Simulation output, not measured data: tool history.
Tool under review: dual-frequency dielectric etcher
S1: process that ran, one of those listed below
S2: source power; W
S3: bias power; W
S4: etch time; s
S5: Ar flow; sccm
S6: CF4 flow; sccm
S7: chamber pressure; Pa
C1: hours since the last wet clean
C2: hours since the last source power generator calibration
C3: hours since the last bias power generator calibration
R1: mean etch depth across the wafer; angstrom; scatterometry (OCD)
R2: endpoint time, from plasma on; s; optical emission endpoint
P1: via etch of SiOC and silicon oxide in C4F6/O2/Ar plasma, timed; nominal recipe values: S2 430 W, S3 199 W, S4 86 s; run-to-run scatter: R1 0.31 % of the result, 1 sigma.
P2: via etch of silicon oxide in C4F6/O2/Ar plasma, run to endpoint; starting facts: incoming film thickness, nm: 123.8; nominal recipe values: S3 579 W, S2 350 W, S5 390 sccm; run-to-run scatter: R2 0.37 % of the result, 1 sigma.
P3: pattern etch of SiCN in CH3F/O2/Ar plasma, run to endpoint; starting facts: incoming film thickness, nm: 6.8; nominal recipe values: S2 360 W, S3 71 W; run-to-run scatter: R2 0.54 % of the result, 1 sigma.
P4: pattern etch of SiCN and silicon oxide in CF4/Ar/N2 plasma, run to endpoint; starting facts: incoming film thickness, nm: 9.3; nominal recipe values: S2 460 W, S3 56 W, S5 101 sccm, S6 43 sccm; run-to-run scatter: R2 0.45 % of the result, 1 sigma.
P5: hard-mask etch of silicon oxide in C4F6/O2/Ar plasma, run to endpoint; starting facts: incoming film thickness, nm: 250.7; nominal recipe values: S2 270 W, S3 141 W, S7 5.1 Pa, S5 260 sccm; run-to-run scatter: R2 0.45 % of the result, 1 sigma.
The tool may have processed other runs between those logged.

| run | hour | S1 | S2 | S3 | S4 | S5 | S6 | S7 | C1 | C2 | C3 | R1 | R2 |
|---|---|---|---|---|---|---|---|---|---|---|---|---|---|
| 1 | 7.5 | P1 | 430 | 199 | 86 |  |  |  | 360.6 | 1267.9 | 2788 | 1023.3 |  |
| 2 | 16.6 | P1 | 280 | 199 | 86 |  |  |  | 369.7 | 1277 | 2797.1 | 865.15 |  |
| 3 | 24 | P2 | 350 | 346 |  | 390 |  |  | 377.1 | 1284.4 | 2804.5 |  | 33.977 |
| 4 | 33.2 | P3 | 360 | 44 |  |  |  |  | 386.3 | 1293.6 | 2813.7 |  | 22.18 |
| 5 | 44.4 | P3 | 440 | 71 |  |  |  |  | 397.5 | 1304.8 | 2824.9 |  | 17.561 |
| 6 | 53.4 | P2 | 350 | 579 |  | 390 |  |  | 406.5 | 1313.8 | 2833.9 |  | 28.113 |
| 7 | 61.9 | P1 | 430 | 199 | 86 |  |  |  | 415 | 1322.3 | 2842.4 | 1020.2 |  |
| 8 | 75.8 | P2 | 220 | 579 |  | 390 |  |  | 428.9 | 1336.2 | 2856.3 |  | 33.29 |
| 9 | 87.6 | P1 | 430 | 133 | 107.5 |  |  |  | 440.7 | 1348 | 2868.1 | 1121.8 |  |
| 10 | 93.9 | P2 | 350 | 579 |  | 247 |  |  | 447 | 1354.3 | 2874.4 |  | 26.725 |
| 11 | 100.7 | P4 | 460 | 56 |  | 101 | 43 |  | 453.8 | 1361.1 | 2881.2 |  | 12.35 |
| 12 | 110.3 | P1 | 430 | 240 | 86 |  |  |  | 463.4 | 1370.7 | 2890.8 | 1088.3 |  |
| 13 | 117.5 | P1 | 430 | 146 | 107.5 |  |  |  | 470.6 | 1377.9 | 2898 | 1156.2 |  |
| 14 | 127 | P5 | 270 | 141 |  | 180 |  | 5.1 | 480.1 | 1387.4 | 2907.5 |  | 100.69 |
| 15 | 135.2 | P4 | 650 | 56 |  | 101 | 43 |  | 488.3 | 1395.6 | 2915.7 |  | 9.0764 |
| 16 | 148.1 | P1 | 430 | 199 | 86 |  |  |  | 501.2 | 1408.5 | 2928.6 | 1024.7 |  |
| 17 | 156.8 | P5 | 270 | 194 |  | 260 |  | 5.1 | 509.9 | 1417.2 | 2937.3 |  | 94.346 |
| 18 | 168.9 | P1 | 430 | 199 | 86 |  |  |  | 522 | 1429.3 | 2949.4 | 1017.9 |  |
| 19 | 175.5 | P1 | 430 | 199 | 111.5 |  |  |  | 528.6 | 1435.9 | 2956 | 1322.3 |  |
| 20 | 187.5 | P1 | 430 | 129 | 86 |  |  |  | 540.6 | 1447.9 | 2968 | 890.29 |  |
| 21 | 194.2 | P5 | 270 | 141 |  | 260 |  | 6 | 547.3 | 1454.6 | 2974.7 |  | 107.24 |
| 22 | 206.4 | P1 | 430 | 199 | 86 |  |  |  | 559.5 | 1466.8 | 2986.9 | 1017 |  |
| 23 | 217 | P4 | 460 | 56 |  | 101 | 59 |  | 570.1 | 1477.4 | 2997.5 |  | 11.65 |
| 24 | 224.3 | P4 | 460 | 56 |  | 70 | 43 |  | 577.4 | 1484.7 | 3004.8 |  | 11.719 |
| 25 | 236.2 | P5 | 270 | 141 |  | 260 |  | 5.1 | 589.3 | 1496.6 | 3016.7 |  | 104.52 |
| 26 | 242.7 | P3 | 360 | 71 |  |  |  |  | 595.8 | 1503.1 | 3023.2 |  | 18.865 |
| 27 | 253.5 | P1 | 430 | 199 | 65 |  |  |  | 606.6 | 1513.9 | 3034 | 773.34 |  |
| 28 | 261.2 | P1 | 600 | 271 | 86 |  |  |  | 614.3 | 1521.6 | 3041.7 | 1288.2 |  |
| 29 | 273.8 | P4 | 460 | 38 |  | 101 | 43 |  | 626.9 | 1534.2 | 3054.3 |  | 14.148 |
| 30 | 280.9 | P1 | 430 | 199 | 86 |  |  |  | 634 | 1541.3 | 3061.4 | 1019.2 |  |
| 31 | 289.8 | P1 | 510 | 199 | 86 |  |  |  | 642.9 | 1550.2 | 3070.3 | 1089 |  |
| 32 | 300.7 | P5 | 150 | 141 |  | 260 |  | 5.1 | 653.8 | 1561.1 | 3081.2 |  | 132.51 |
| 33 | 314 | P2 | 350 | 579 |  | 390 |  |  | 667.1 | 1574.4 | 3094.5 |  | 28.057 |
| 34 | 323.7 | P1 | 430 | 199 | 86 |  |  |  | 676.8 | 1584.1 | 3104.2 | 1021.1 |  |
| 35 | 334.7 | P1 | 430 | 199 | 86 |  |  |  | 687.8 | 1595.1 | 3115.2 | 1030.7 |  |
| 36 | 347 | P1 | 430 | 199 | 86 |  |  |  | 700.1 | 1607.4 | 3127.5 | 1036.3 |  |
| 37 | 358.9 | P1 | 430 | 199 | 86 |  |  |  | 712 | 1619.3 | 3139.4 | 1032.9 |  |
| 38 | 370 | P1 | 430 | 199 | 86 |  |  |  | 723.1 | 1630.4 | 3150.5 | 1031.5 |  |

The next listed run, before its measurement:
| 39 | 379.8 | P1 | 430 | 199 | 86 |  |  |  | 732.9 | 1640.2 | 3160.3 | ? |  |

Run 39 produced R1 1035.2 angstrom.
